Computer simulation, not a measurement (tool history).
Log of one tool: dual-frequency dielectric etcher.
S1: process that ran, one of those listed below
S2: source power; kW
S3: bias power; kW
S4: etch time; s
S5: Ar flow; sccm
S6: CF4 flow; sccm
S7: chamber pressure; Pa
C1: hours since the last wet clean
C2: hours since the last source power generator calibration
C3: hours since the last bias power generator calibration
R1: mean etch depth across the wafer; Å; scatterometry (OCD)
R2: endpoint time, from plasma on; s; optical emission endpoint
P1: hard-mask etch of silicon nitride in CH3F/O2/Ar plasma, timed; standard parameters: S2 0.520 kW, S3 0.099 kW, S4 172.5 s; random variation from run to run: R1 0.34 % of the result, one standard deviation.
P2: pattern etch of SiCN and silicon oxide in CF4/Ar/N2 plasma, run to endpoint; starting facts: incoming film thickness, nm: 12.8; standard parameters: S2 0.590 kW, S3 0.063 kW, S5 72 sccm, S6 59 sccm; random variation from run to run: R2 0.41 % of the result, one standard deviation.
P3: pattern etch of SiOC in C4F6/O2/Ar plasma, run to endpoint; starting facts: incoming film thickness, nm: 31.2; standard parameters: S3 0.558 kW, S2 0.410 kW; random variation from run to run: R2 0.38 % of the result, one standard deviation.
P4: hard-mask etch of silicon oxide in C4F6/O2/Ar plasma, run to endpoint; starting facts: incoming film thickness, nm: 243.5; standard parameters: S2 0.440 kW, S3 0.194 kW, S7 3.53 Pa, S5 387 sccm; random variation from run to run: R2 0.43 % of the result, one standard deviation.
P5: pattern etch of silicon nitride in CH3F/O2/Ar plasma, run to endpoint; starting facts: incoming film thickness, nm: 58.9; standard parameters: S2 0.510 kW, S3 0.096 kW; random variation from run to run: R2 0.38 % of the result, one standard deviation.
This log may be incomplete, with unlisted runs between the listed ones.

| run | hour | S1 | S2 | S3 | S4 | S5 | S6 | S7 | C1 | C2 | C3 | R1 | R2 |
|---|---|---|---|---|---|---|---|---|---|---|---|---|---|
| 1 | 8.9 | P1 | 0.520 | 0.099 | 172.5 |  |  |  | 171.5 | 2947.4 | 1365.9 | 1465.00 |  |
| 2 | 15.2 | P2 | 0.590 | 0.063 |  | 72 | 71 |  | 177.8 | 2953.7 | 1372.2 |  | 11.2790 |
| 3 | 24.5 | P5 | 0.510 | 0.074 |  |  |  |  | 187.1 | 2963.0 | 1381.5 |  | 76.3800 |
| 4 | 30.1 | P1 | 0.520 | 0.117 | 172.5 |  |  |  | 192.7 | 2968.6 | 1387.1 | 1551.60 |  |
| 5 | 39.2 | P1 | 0.520 | 0.099 | 95.0 |  |  |  | 201.8 | 2977.7 | 1396.2 | 805.48 |  |
| 6 | 46.8 | P4 | 0.440 | 0.194 |  | 387 |  | 3.53 | 209.4 | 2985.3 | 1403.8 |  | 74.8090 |
| 7 | 54.0 | P1 | 0.520 | 0.099 | 172.5 |  |  |  | 216.6 | 2992.5 | 1411.0 | 1458.80 |  |
| 8 | 59.8 | P2 | 0.590 | 0.076 |  | 72 | 59 |  | 222.4 | 2998.3 | 1416.8 |  | 11.0510 |
| 9 | 67.4 | P2 | 0.590 | 0.063 |  | 72 | 59 |  | 230.0 | 3005.9 | 1424.4 |  | 11.7260 |
| 10 | 76.5 | P4 | 0.440 | 0.194 |  | 387 |  | 4.40 | 239.1 | 3015.0 | 1433.5 |  | 76.5090 |
| 11 | 87.1 | P5 | 0.510 | 0.096 |  |  |  |  | 249.7 | 3025.6 | 1444.1 |  | 69.8060 |
| 12 | 94.0 | P1 | 0.520 | 0.099 | 172.5 |  |  |  | 256.6 | 3032.5 | 1451.0 | 1462.30 |  |
| 13 | 103.2 | P1 | 0.520 | 0.099 | 231.0 |  |  |  | 265.8 | 3041.7 | 1460.2 | 1956.10 |  |
| 14 | 112.3 | P1 | 0.610 | 0.099 | 172.5 |  |  |  | 274.9 | 3050.8 | 1469.3 | 1548.70 |  |
| 15 | 120.3 | P4 | 0.440 | 0.194 |  | 278 |  | 3.53 | 282.9 | 3058.8 | 1477.3 |  | 71.7690 |
| 16 | 130.5 | P1 | 0.520 | 0.099 | 172.5 |  |  |  | 293.1 | 3069.0 | 1487.5 | 1468.60 |  |
| 17 | 140.7 | P1 | 0.520 | 0.075 | 172.5 |  |  |  | 303.3 | 3079.2 | 1497.7 | 1321.50 |  |
| 18 | 148.9 | P3 | 0.410 | 0.455 |  |  |  |  | 311.5 | 3087.4 | 1505.9 |  | 10.7370 |
| 19 | 154.2 | P2 | 0.760 | 0.063 |  | 72 | 59 |  | 316.8 | 3092.7 | 1511.2 |  | 9.2856 |
| 20 | 160.1 | P1 | 0.520 | 0.117 | 136.0 |  |  |  | 322.7 | 3098.6 | 1517.1 | 1221.60 |  |
| 21 | 168.3 | P4 | 0.610 | 0.194 |  | 387 |  | 3.53 | 330.9 | 3106.8 | 1525.3 |  | 65.4210 |
| 22 | 176.7 | P1 | 0.520 | 0.099 | 172.5 |  |  |  | 339.3 | 3115.2 | 1533.7 | 1459.40 |  |
| 23 | 184.0 | P2 | 0.590 | 0.063 |  | 72 | 59 |  | 346.6 | 3122.5 | 1541.0 |  | 11.5020 |
| 24 | 190.3 | P4 | 0.440 | 0.194 |  | 387 |  | 3.53 | 352.9 | 3128.8 | 1547.3 |  | 74.7060 |
| 25 | 198.2 | P5 | 0.410 | 0.096 |  |  |  |  | 360.8 | 3136.7 | 1555.2 |  | 75.6010 |
| 26 | 207.1 | P1 | 0.360 | 0.099 | 172.5 |  |  |  | 369.7 | 3145.6 | 1564.1 | 1270.40 |  |
| 27 | 216.9 | P3 | 0.520 | 0.558 |  |  |  |  | 379.5 | 3155.4 | 1573.9 |  | 9.1049 |
| 28 | 225.1 | P2 | 0.590 | 0.063 |  | 51 | 59 |  | 387.7 | 3163.6 | 1582.1 |  | 11.1000 |
| 29 | 232.3 | P1 | 0.520 | 0.099 | 172.5 |  |  |  | 394.9 | 3170.8 | 1589.3 | 1459.80 |  |
| 30 | 240.9 | P4 | 0.440 | 0.150 |  | 387 |  | 3.53 | 403.5 | 3179.4 | 1597.9 |  | 80.7480 |
| 31 | 247.1 | P1 | 0.520 | 0.099 | 172.5 |  |  |  | 409.7 | 3185.6 | 1604.1 | 1463.70 |  |
| 32 | 256.8 | P3 | 0.410 | 0.558 |  |  |  |  | 419.4 | 3195.3 | 1613.8 |  | 9.9979 |
| 33 | 264.1 | P1 | 0.520 | 0.099 | 172.5 |  |  |  | 426.7 | 3202.6 | 1621.1 | 1457.40 |  |
| 34 | 273.6 | P1 | 0.520 | 0.099 | 172.5 |  |  |  | 436.2 | 3212.1 | 1630.6 | 1440.20 |  |
| 35 | 283.0 | P1 | 0.520 | 0.099 | 172.5 |  |  |  | 445.6 | 3221.5 | 1640.0 | 1448.90 |  |
|  | 289.7 | wet clean of the chamber |
| 36 | 292.1 | P1 | 0.520 | 0.099 | 172.5 |  |  |  | 2.5 | 3230.6 | 1649.1 | 1436.40 |  |
| 37 | 298.6 | P1 | 0.520 | 0.099 | 172.5 |  |  |  | 9.0 | 3237.1 | 1655.6 | 1432.70 |  |
| 38 | 308.4 | P1 | 0.520 | 0.099 | 172.5 |  |  |  | 18.8 | 3246.9 | 1665.4 | 1430.40 |  |
| 39 | 317.4 | P1 | 0.520 | 0.099 | 172.5 |  |  |  | 27.8 | 3255.9 | 1674.4 | 1435.50 |  |

What P1 gives has crept away from where it was. These 2 causes fit the log equally well, each at the size given:
A: bias power that arrives under what is set, % = 4.6
B: source power that arrives under what is set, % = 4.42
The creep began at about hour 264.1.
Every other cause this tool's parts could produce, and why it does not fit the log:
chamber walls in a state that lowers the etch rate, %: serviced after onset, at hour 289.7, with no recovery of the prior output

4 check runs are offered, each on 2 wafers whose results are averaged, their results left as question marks. Which one tells the causes apart?
| check 1 | 326.4 | P4 | 0.440 | 0.194 |  | 387 |  | 3.53 |  |  |  |  | ? |
| check 2 | 326.4 | P5 | 0.510 | 0.096 |  |  |  |  |  |  |  |  | ? |
| check 3 | 326.4 | P3 | 0.410 | 0.558 |  |  |  |  |  |  |  |  | ? |
| check 4 | 326.4 | P2 | 0.590 | 0.063 |  | 72 | 59 |  |  |  |  |  | ? |

Check results expected under each cause:
| check | result | if A | if B |
|---|---|---|---|
| check 1 | R2 | 75.7900 | 75.9890 |
| check 2 | R2 | 70.8930 | 70.9040 |
| check 3 | R2 | 10.1350 | 10.1240 |
| check 4 | R2 | 11.7980 | 12.1040 |
Minimum pairwise separation of causes per check, each pair taken at its best-separating result: check 1 0.26 %; check 2 0.02 %; check 3 0.12 %; check 4 2.56 %
The causes can be told apart only by check 4. The other checks would give nearly the same results under each of them.

The results of check 4 are: R2 12.0630 s. Based on these, which of the listed causes is it?

The cause is B: source power that arrives under what is set, %.
